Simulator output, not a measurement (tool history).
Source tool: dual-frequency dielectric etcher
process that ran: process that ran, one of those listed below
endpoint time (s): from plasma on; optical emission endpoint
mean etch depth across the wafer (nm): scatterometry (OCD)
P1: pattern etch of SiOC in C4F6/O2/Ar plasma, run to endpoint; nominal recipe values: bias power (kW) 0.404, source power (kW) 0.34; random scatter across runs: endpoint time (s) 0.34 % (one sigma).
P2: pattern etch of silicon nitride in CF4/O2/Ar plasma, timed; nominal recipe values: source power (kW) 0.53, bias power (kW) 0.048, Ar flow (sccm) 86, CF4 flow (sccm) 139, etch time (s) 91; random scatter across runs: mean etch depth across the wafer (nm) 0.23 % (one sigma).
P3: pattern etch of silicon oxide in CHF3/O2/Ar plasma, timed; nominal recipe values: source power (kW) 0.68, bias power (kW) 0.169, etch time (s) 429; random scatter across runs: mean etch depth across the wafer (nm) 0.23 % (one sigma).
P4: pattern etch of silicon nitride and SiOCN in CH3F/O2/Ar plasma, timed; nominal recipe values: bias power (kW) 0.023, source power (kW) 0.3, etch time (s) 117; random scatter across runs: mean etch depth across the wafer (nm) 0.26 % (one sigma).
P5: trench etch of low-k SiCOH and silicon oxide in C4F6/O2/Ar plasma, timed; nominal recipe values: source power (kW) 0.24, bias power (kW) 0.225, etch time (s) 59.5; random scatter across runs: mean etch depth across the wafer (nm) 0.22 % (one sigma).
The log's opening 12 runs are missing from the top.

| run | hour | process that ran | bias power (kW) | source power (kW) | etch time (s) | Ar flow (sccm) | CF4 flow (sccm) | hours since the last wet clean | hours since the last bias power generator calibration | hours since the last source power generator calibration | endpoint time (s) | mean etch depth across the wafer (nm) |
|---|---|---|---|---|---|---|---|---|---|---|---|---|
| 13 | 70.8 | P1 | 0.404 | 0.34 |  |  |  | 229.2 | 413.1 | 1463.9 | 18.478 |  |
| 14 | 77.5 | P2 | 0.048 | 0.53 | 91 | 86 | 139 | 235.9 | 419.8 | 1470.6 |  | 193.74 |
| 15 | 82.4 | P1 | 0.539 | 0.34 |  |  |  | 240.8 | 424.7 | 1475.5 | 16.736 |  |
| 16 | 87 | P1 | 0.312 | 0.34 |  |  |  | 245.4 | 429.3 | 1480.1 | 20.465 |  |
| 17 | 91.2 | P5 | 0.225 | 0.33 | 59.5 |  |  | 249.6 | 433.5 | 1484.3 |  | 195.55 |
| 18 | 98.6 | P2 | 0.038 | 0.53 | 91 | 86 | 139 | 257 | 440.9 | 1491.7 |  | 179.33 |
| 19 | 104.6 | P4 | 0.027 | 0.3 | 117 |  |  | 263 | 446.9 | 1497.7 |  | 15.494 |
| 20 | 110.5 | P3 | 0.169 | 0.68 | 588 |  |  | 268.9 | 452.8 | 1503.6 |  | 1180.8 |
| 21 | 117.6 | P2 | 0.048 | 0.53 | 91 | 86 | 139 | 276 | 459.9 | 1510.7 |  | 193.18 |
|  | 118.3 | bias power generator calibrated |
| 22 | 124.9 | P3 | 0.129 | 0.68 | 429 |  |  | 283.3 | 6.7 | 1518 |  | 789.21 |
| 23 | 129.8 | P2 | 0.048 | 0.53 | 61 | 86 | 139 | 288.2 | 11.6 | 1522.9 |  | 129.86 |
| 24 | 133.6 | P1 | 0.404 | 0.34 |  |  |  | 292 | 15.4 | 1526.7 | 18.653 |  |
| 25 | 138.3 | P5 | 0.225 | 0.24 | 59.5 |  |  | 296.7 | 20.1 | 1531.4 |  | 174.56 |
| 26 | 143.2 | P3 | 0.169 | 0.68 | 429 |  |  | 301.6 | 25 | 1536.3 |  | 862.86 |
| 27 | 149.6 | P1 | 0.404 | 0.41 |  |  |  | 308 | 31.4 | 1542.7 | 17.345 |  |
| 28 | 154.4 | P2 | 0.048 | 0.53 | 91 | 61 | 139 | 312.8 | 36.2 | 1547.5 |  | 199.99 |
| 29 | 160.5 | P1 | 0.536 | 0.4 |  |  |  | 318.9 | 42.3 | 1553.6 | 15.744 |  |
| 30 | 164.2 | P1 | 0.404 | 0.34 |  |  |  | 322.6 | 46 | 1557.3 | 18.491 |  |
| 31 | 170.3 | P4 | 0.023 | 0.3 | 171.5 |  |  | 328.7 | 52.1 | 1563.4 |  | 21.183 |

For run 32, what comes out?
| 32 | 175.2 | P1 | 0.404 | 0.34 |  |  |  | 333.6 | 57 | 1568.3 | ? |  |

Logged for run 32: endpoint time (s) 18.639.
